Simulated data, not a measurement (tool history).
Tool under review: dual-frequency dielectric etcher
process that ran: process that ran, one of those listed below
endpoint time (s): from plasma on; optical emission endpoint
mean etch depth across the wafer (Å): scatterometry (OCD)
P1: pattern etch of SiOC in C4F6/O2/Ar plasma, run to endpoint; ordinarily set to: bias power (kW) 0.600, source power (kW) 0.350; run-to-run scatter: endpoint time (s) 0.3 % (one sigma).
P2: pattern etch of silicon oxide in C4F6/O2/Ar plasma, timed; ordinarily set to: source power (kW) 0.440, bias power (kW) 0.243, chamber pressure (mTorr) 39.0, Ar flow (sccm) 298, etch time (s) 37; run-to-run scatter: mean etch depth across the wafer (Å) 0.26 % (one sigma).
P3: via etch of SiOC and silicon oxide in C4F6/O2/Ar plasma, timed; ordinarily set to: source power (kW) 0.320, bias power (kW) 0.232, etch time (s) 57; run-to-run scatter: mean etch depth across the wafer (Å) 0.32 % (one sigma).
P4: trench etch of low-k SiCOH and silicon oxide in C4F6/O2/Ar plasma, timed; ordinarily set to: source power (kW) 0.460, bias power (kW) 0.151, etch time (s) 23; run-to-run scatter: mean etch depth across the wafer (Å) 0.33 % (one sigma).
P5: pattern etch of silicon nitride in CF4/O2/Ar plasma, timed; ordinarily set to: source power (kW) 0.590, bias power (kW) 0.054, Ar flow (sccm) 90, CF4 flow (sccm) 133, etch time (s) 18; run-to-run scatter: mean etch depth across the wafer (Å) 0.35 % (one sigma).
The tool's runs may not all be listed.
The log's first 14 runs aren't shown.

| run | hour | process that ran | bias power (kW) | source power (kW) | etch time (s) | Ar flow (sccm) | CF4 flow (sccm) | chamber pressure (mTorr) | endpoint time (s) | mean etch depth across the wafer (Å) |
|---|---|---|---|---|---|---|---|---|---|---|
| 15 | 209.8 | P1 | 0.600 | 0.350 |  |  |  |  | 11.3430 |  |
| 16 | 223.9 | P2 | 0.243 | 0.440 | 28 | 298 |  | 39.0 |  | 970.13 |
| 17 | 237.8 | P2 | 0.243 | 0.440 | 37 | 298 |  | 39.0 |  | 1281.10 |
| 18 | 252.0 | P2 | 0.293 | 0.440 | 37 | 298 |  | 39.0 |  | 1371.90 |
| 19 | 267.6 | P5 | 0.054 | 0.590 | 25 | 90 | 133 |  |  | 600.25 |
| 20 | 275.5 | P1 | 0.826 | 0.470 |  |  |  |  | 8.9726 |  |
| 21 | 293.4 | P1 | 0.714 | 0.350 |  |  |  |  | 10.5920 |  |
| 22 | 307.3 | P3 | 0.156 | 0.320 | 57 |  |  |  |  | 561.20 |
| 23 | 320.9 | P2 | 0.243 | 0.550 | 37 | 298 |  | 39.0 |  | 1402.30 |

Run 24, settings as shown, results not yet in. Your forecast:
| 24 | 338.3 | P3 | 0.232 | 0.320 | 57 |  |  |  |  | ? |

Logged for run 24: mean etch depth across the wafer (Å) 639.89.

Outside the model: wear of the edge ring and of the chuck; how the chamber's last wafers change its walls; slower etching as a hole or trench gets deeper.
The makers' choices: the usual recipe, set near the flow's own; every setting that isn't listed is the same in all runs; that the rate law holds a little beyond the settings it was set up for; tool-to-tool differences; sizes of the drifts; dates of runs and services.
